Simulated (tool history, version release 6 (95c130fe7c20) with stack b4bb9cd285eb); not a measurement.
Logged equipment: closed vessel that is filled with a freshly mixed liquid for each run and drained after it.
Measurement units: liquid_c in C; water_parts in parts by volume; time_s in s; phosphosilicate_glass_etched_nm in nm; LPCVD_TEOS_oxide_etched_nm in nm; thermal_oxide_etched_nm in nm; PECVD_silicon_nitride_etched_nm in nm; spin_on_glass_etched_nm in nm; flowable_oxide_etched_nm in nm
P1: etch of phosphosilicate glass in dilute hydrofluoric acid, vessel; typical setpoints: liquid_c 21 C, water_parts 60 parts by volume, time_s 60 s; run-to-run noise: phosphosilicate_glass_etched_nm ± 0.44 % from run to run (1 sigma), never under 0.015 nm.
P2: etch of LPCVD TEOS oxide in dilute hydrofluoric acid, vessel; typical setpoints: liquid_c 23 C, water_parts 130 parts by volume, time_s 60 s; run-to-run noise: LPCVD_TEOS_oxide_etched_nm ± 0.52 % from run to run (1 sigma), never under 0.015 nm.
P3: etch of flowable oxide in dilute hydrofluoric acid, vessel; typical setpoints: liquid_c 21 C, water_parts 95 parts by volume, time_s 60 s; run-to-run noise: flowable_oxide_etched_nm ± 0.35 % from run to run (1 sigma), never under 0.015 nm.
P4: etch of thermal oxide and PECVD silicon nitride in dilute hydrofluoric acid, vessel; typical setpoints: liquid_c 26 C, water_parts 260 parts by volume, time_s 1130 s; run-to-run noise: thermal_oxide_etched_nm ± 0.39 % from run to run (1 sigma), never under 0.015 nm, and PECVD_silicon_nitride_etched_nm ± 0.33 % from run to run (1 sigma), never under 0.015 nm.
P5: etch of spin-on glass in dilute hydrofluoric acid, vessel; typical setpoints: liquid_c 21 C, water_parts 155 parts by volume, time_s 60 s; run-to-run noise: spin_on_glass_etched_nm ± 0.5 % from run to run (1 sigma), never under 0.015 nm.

run,day,process,liquid_c,water_parts,time_s,phosphosilicate_glass_etched_nm,LPCVD_TEOS_oxide_etched_nm,thermal_oxide_etched_nm,PECVD_silicon_nitride_etched_nm,spin_on_glass_etched_nm,flowable_oxide_etched_nm
1,0.333,P1,21,60,60,67.544,,,,,
2,0.846,P2,23,130,60,,9.6461,,,,
3,1.308,P1,26.5,60,60,84.772,,,,,
4,1.612,P2,23,130,90,,14.673,,,,
5,1.95,P1,25,60,30,40.393,,,,,
6,2.488,P4,26,260,1130,,,18.089,28.07,,
# day 2.758: thermometer replaced
7,2.804,P5,21,155,30,,,,,8.0646,
8,3.396,P1,21,60,60,67.839,,,,,
9,3.792,P4,26,260,1825,,,29.156,45.592,,
10,4.308,P1,21,60,110,124.77,,,,,
11,4.888,P2,23,70,60,,19.38,,,,
12,5.325,P3,28.5,95,60,,,,,,41.412
13,5.904,P2,28.5,130,60,,12.026,,,,
14,6.217,P1,26,35,60,148.45,,,,,
15,6.75,P1,21,20,60,214.5,,,,,
16,7.129,P5,21,155,60,,,,,15.812,
17,7.546,P3,21,95,115,,,,,,59.004
18,8.117,P3,21,140,60,,,,,,19.837
19,8.679,P1,21,60,60,68.228,,,,,
20,9.133,P2,23,130,60,,9.7468,,,,
21,9.442,P3,21,95,60,,,,,,30.924
22,9.912,P5,21,275,60,,,,,8.0243,
23,10.288,P4,26,100,1130,,,56.862,72.662,,
24,10.842,P4,20,260,1130,,,14.579,19.32,,
25,11.117,P1,21,110,60,35.018,,,,,
26,11.725,P1,21,60,30,33.804,,,,,
27,12.125,P1,17,60,60,57.155,,,,,
28,12.704,P5,28,155,60,,,,,20.991,
29,13.254,P1,17,60,110,104.38,,,,,
30,13.838,P1,21,60,60,67.982,,,,,
31,14.346,P1,21,60,60,68.139,,,,,
32,14.7,P1,21,60,60,68.927,,,,,
33,15.254,P1,21,60,60,70.148,,,,,
34,15.758,P1,21,60,60,70.611,,,,,
35,16.396,P1,21,60,60,71.263,,,,,
36,17.029,P1,21,60,60,71.524,,,,,
37,17.588,P1,21,60,60,72.199,,,,,
38,17.875,P1,21,60,60,72.088,,,,,
39,18.517,P1,21,60,60,71.798,,,,,
40,19.117,P1,21,60,60,72.425,,,,,
41,19.671,P1,21,60,60,71.887,,,,,
42,20,P1,21,60,60,71.804,,,,,

The output of P1 has drifted from where it used to be. Each of the 2 causes below, taken at the size shown beside it, accounts for the log equally well:
A: liquid hotter than its thermometer reads (K) = 1.56
B: hydrofluoric acid flow above the setpoint (%) = 6.22
Onset of the creep was near day 14.346.

Below are 4 check runs, each on a single wafer, with their results shown as question marks. Which of them would tell the listed causes apart, meaning the causes would give clearly different results under it?
check 1,20.329,P2,23,130,60,,?,,,,
check 2,20.329,P4,26,260,1130,,,?,?,,
check 3,20.329,P3,21,95,60,,,,,,?
check 4,20.329,P5,21,155,60,,,,,?,

Outcome of each check run for each possible cause:
check,result,if A,if B
check 1,LPCVD_TEOS_oxide_etched_nm,10.341,10.429
check 2,thermal_oxide_etched_nm,19.119,19.561
check 2,PECVD_silicon_nitride_etched_nm,30.77,29.758
check 3,flowable_oxide_etched_nm,32.759,32.872
check 4,spin_on_glass_etched_nm,17.049,17.207
Smallest distance between any two causes, each pair judged by its most separating result, in per cent: check 1 0.85 %; check 2 3.35 %; check 3 0.35 %; check 4 0.92 %
Check 2 is the one run that separates the causes; every other check would come out nearly the same whichever cause is at work.

Then check 2 was run and gave: thermal_oxide_etched_nm 19.547 nm; PECVD_silicon_nitride_etched_nm 29.698 nm. Which cause is it?

The cause is B: hydrofluoric acid flow above the setpoint (%).
